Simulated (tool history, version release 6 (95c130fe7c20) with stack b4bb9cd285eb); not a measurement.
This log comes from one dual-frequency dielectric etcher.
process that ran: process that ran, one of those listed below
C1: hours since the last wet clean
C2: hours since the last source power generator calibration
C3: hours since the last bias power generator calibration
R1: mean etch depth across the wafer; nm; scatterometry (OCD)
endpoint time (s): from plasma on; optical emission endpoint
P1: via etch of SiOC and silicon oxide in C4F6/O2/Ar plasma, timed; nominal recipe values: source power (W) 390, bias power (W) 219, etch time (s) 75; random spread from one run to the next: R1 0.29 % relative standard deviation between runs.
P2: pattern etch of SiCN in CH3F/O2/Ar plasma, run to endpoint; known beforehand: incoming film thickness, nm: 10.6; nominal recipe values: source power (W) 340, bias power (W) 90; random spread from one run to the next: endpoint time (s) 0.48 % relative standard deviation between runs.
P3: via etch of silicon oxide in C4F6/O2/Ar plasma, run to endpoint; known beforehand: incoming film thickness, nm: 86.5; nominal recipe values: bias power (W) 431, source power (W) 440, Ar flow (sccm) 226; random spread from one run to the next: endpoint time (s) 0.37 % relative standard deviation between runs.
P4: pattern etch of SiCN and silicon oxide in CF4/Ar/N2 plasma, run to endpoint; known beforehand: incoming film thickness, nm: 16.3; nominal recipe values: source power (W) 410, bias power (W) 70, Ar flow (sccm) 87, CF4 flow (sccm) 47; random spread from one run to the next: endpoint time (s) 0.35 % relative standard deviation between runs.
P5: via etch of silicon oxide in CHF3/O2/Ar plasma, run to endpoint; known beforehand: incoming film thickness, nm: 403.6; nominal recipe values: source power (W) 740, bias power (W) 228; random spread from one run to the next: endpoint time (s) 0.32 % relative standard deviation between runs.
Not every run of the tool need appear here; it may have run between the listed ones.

run 1 hour=14.7 | process_that_ran=P1 source_power_(W)=390 bias_power_(W)=219 etch_time_(s)=75 | C1=236.7 C2=2212.8 C3=589 | R1=89.516
run 2 hour=27.4 | process_that_ran=P3 source_power_(W)=440 bias_power_(W)=431 Ar_flow_(sccm)=226 | C1=249.4 C2=2225.5 C3=601.7 | endpoint_time_(s)=18.89
run 3 hour=34.1 | process_that_ran=P3 source_power_(W)=440 bias_power_(W)=431 Ar_flow_(sccm)=226 | C1=256.1 C2=2232.2 C3=608.4 | endpoint_time_(s)=18.95
run 4 hour=46.3 | process_that_ran=P4 source_power_(W)=550 bias_power_(W)=70 Ar_flow_(sccm)=87 CF4_flow_(sccm)=47 | C1=268.3 C2=2244.4 C3=620.6 | endpoint_time_(s)=16.594
run 5 hour=53.8 | process_that_ran=P1 source_power_(W)=390 bias_power_(W)=219 etch_time_(s)=93 | C1=275.8 C2=2251.9 C3=628.1 | R1=111.31
run 6 hour=62 | process_that_ran=P1 source_power_(W)=280 bias_power_(W)=219 etch_time_(s)=53.5 | C1=284 C2=2260.1 C3=636.3 | R1=56.589
run 7 hour=76.2 | process_that_ran=P3 source_power_(W)=440 bias_power_(W)=542 Ar_flow_(sccm)=226 | C1=298.2 C2=2274.3 C3=650.5 | endpoint_time_(s)=17.257
run 8 hour=90.9 | process_that_ran=P4 source_power_(W)=410 bias_power_(W)=56 Ar_flow_(sccm)=87 CF4_flow_(sccm)=47 | C1=312.9 C2=2289 C3=665.2 | endpoint_time_(s)=23.264
run 9 hour=102.1 | process_that_ran=P1 source_power_(W)=390 bias_power_(W)=219 etch_time_(s)=43.5 | C1=324.1 C2=2300.2 C3=676.4 | R1=51.674
run 10 hour=113.8 | process_that_ran=P1 source_power_(W)=390 bias_power_(W)=295 etch_time_(s)=75 | C1=335.8 C2=2311.9 C3=688.1 | R1=99.071
run 11 hour=128.3 | process_that_ran=P3 source_power_(W)=620 bias_power_(W)=431 Ar_flow_(sccm)=226 | C1=350.3 C2=2326.4 C3=702.6 | endpoint_time_(s)=16.441
run 12 hour=138.2 | process_that_ran=P1 source_power_(W)=390 bias_power_(W)=263 etch_time_(s)=48.5 | C1=360.2 C2=2336.3 C3=712.5 | R1=61.554
run 13 hour=149.9 | process_that_ran=P1 source_power_(W)=490 bias_power_(W)=219 etch_time_(s)=75 | C1=371.9 C2=2348 C3=724.2 | R1=97.701
run 14 hour=163.7 | process_that_ran=P1 source_power_(W)=390 bias_power_(W)=219 etch_time_(s)=75 | C1=385.7 C2=2361.8 C3=738 | R1=89.793
run 15 hour=170.9 | process_that_ran=P1 source_power_(W)=390 bias_power_(W)=219 etch_time_(s)=75 | C1=392.9 C2=2369 C3=745.2 | R1=89.437
run 16 hour=181.2 | process_that_ran=P5 source_power_(W)=740 bias_power_(W)=228 | C1=403.2 C2=2379.3 C3=755.5 | endpoint_time_(s)=175.46
run 17 hour=187.7 | process_that_ran=P5 source_power_(W)=740 bias_power_(W)=160 | C1=409.7 C2=2385.8 C3=762 | endpoint_time_(s)=197.46
run 18 hour=196.6 | process_that_ran=P2 source_power_(W)=340 bias_power_(W)=90 | C1=418.6 C2=2394.7 C3=770.9 | endpoint_time_(s)=27.959
run 19 hour=209.7 | process_that_ran=P1 source_power_(W)=390 bias_power_(W)=219 etch_time_(s)=75 | C1=431.7 C2=2407.8 C3=784 | R1=89.937
run 20 hour=216.1 | process_that_ran=P4 source_power_(W)=410 bias_power_(W)=70 Ar_flow_(sccm)=87 CF4_flow_(sccm)=34 | C1=438.1 C2=2414.2 C3=790.4 | endpoint_time_(s)=22.671
run 21 hour=228.1 | process_that_ran=P1 source_power_(W)=390 bias_power_(W)=219 etch_time_(s)=75 | C1=450.1 C2=2426.2 C3=802.4 | R1=89.637
run 22 hour=242.1 | process_that_ran=P3 source_power_(W)=440 bias_power_(W)=431 Ar_flow_(sccm)=155 | C1=464.1 C2=2440.2 C3=816.4 | endpoint_time_(s)=18.06
run 23 hour=249.5 | process_that_ran=P2 source_power_(W)=220 bias_power_(W)=90 | C1=471.5 C2=2447.6 C3=823.8 | endpoint_time_(s)=32.615
run 24 hour=258.4 | process_that_ran=P1 source_power_(W)=250 bias_power_(W)=219 etch_time_(s)=75 | C1=480.4 C2=2456.5 C3=832.7 | R1=75.78
run 25 hour=268.3 | process_that_ran=P1 source_power_(W)=390 bias_power_(W)=167 etch_time_(s)=75 | C1=490.3 C2=2466.4 C3=842.6 | R1=81.534
run 26 hour=278.2 | process_that_ran=P1 source_power_(W)=490 bias_power_(W)=219 etch_time_(s)=95 | C1=500.2 C2=2476.3 C3=852.5 | R1=124.14
run 27 hour=288.9 | process_that_ran=P1 source_power_(W)=390 bias_power_(W)=219 etch_time_(s)=75 | C1=510.9 C2=2487 C3=863.2 | R1=89.713
run 28 hour=295.7 | process_that_ran=P2 source_power_(W)=340 bias_power_(W)=63 | C1=517.7 C2=2493.8 C3=870 | endpoint_time_(s)=31.797
run 29 hour=306.5 | process_that_ran=P5 source_power_(W)=500 bias_power_(W)=228 | C1=528.5 C2=2504.6 C3=880.8 | endpoint_time_(s)=203.2
run 30 hour=314.6 | process_that_ran=P4 source_power_(W)=410 bias_power_(W)=70 Ar_flow_(sccm)=52 CF4_flow_(sccm)=47 | C1=536.6 C2=2512.7 C3=888.9 | endpoint_time_(s)=19.93
run 31 hour=321.2 | process_that_ran=P5 source_power_(W)=740 bias_power_(W)=228 | C1=543.2 C2=2519.3 C3=895.5 | endpoint_time_(s)=174.23
run 32 hour=329.3 | process_that_ran=P4 source_power_(W)=410 bias_power_(W)=70 Ar_flow_(sccm)=87 CF4_flow_(sccm)=47 | C1=551.3 C2=2527.4 C3=903.6 | endpoint_time_(s)=21.493
run 33 hour=337.1 | process_that_ran=P1 source_power_(W)=390 bias_power_(W)=219 etch_time_(s)=75 | C1=559.1 C2=2535.2 C3=911.4 | R1=89.504
run 34 hour=344.2 | process_that_ran=P1 source_power_(W)=390 bias_power_(W)=219 etch_time_(s)=75 | C1=566.2 C2=2542.3 C3=918.5 | R1=89.159
run 35 hour=351.5 | process_that_ran=P1 source_power_(W)=390 bias_power_(W)=219 etch_time_(s)=75 | C1=573.5 C2=2549.6 C3=925.8 | R1=88.187
run 36 hour=358.5 | process_that_ran=P1 source_power_(W)=390 bias_power_(W)=219 etch_time_(s)=75 | C1=580.5 C2=2556.6 C3=932.8 | R1=88.326
run 37 hour=367.8 | process_that_ran=P1 source_power_(W)=390 bias_power_(W)=219 etch_time_(s)=75 | C1=589.8 C2=2565.9 C3=942.1 | R1=88.843
-- hour=372.4 wet clean of the chamber
run 38 hour=380.3 | process_that_ran=P1 source_power_(W)=390 bias_power_(W)=219 etch_time_(s)=75 | C1=7.9 C2=2578.4 C3=954.6 | R1=88.417
run 39 hour=387.7 | process_that_ran=P1 source_power_(W)=390 bias_power_(W)=219 etch_time_(s)=75 | C1=15.3 C2=2585.8 C3=962 | R1=88.168
run 40 hour=397 | process_that_ran=P1 source_power_(W)=390 bias_power_(W)=219 etch_time_(s)=75 | C1=24.6 C2=2595.1 C3=971.3 | R1=88.091
run 41 hour=411.2 | process_that_ran=P1 source_power_(W)=390 bias_power_(W)=219 etch_time_(s)=75 | C1=38.8 C2=2609.3 C3=985.5 | R1=88.477

Compared with where it was, what P1 gives has crept away. Each cause listed below fits the log as well as the rest, at the size given for it:
A: bias power that arrives under what is set, % = 4.43
B: source power that arrives under what is set, % = 3.88
At approximately hour 337.1, the process output began to creep.
Ruled out, with reasons:
chamber walls in a state that lowers the etch rate, %: serviced at hour 372.4, after the drift had started, without restoring the earlier output

Of the 4 check runs below, each run on 2 wafers with the results averaged and each result still a question mark, which one would tell the listed causes apart?
run check 1 hour=425.4 | process_that_ran=P5 source_power_(W)=590 bias_power_(W)=181 | endpoint_time_(s)=?
run check 2 hour=425.4 | process_that_ran=P2 source_power_(W)=230 bias_power_(W)=90 | endpoint_time_(s)=?
run check 3 hour=425.4 | process_that_ran=P4 source_power_(W)=480 bias_power_(W)=70 Ar_flow_(sccm)=54 CF4_flow_(sccm)=47 | endpoint_time_(s)=?
run check 4 hour=425.4 | process_that_ran=P3 source_power_(W)=560 bias_power_(W)=502 Ar_flow_(sccm)=226 | endpoint_time_(s)=?

How each check would come out, cause by cause:
check=check_1 result=endpoint_time_(s) if_A=209.86 if_B=209.85
check=check_2 result=endpoint_time_(s) if_A=32.804 if_B=32.714
check=check_3 result=endpoint_time_(s) if_A=17.659 if_B=18.025
check=check_4 result=endpoint_time_(s) if_A=16.56 if_B=16.528
Smallest distance between any two causes, each pair judged by its most separating result, in per cent: check 1 0.01 %; check 2 0.28 %; check 3 2.05 %; check 4 0.19 %
Check 3 distinguishes between the causes, while the remaining checks would return nearly the same result for all of them.

With check 3 done, the readings were: endpoint time (s) 18.039. Identify which of the listed causes applies.

B is the cause: source power that arrives under what is set, %.

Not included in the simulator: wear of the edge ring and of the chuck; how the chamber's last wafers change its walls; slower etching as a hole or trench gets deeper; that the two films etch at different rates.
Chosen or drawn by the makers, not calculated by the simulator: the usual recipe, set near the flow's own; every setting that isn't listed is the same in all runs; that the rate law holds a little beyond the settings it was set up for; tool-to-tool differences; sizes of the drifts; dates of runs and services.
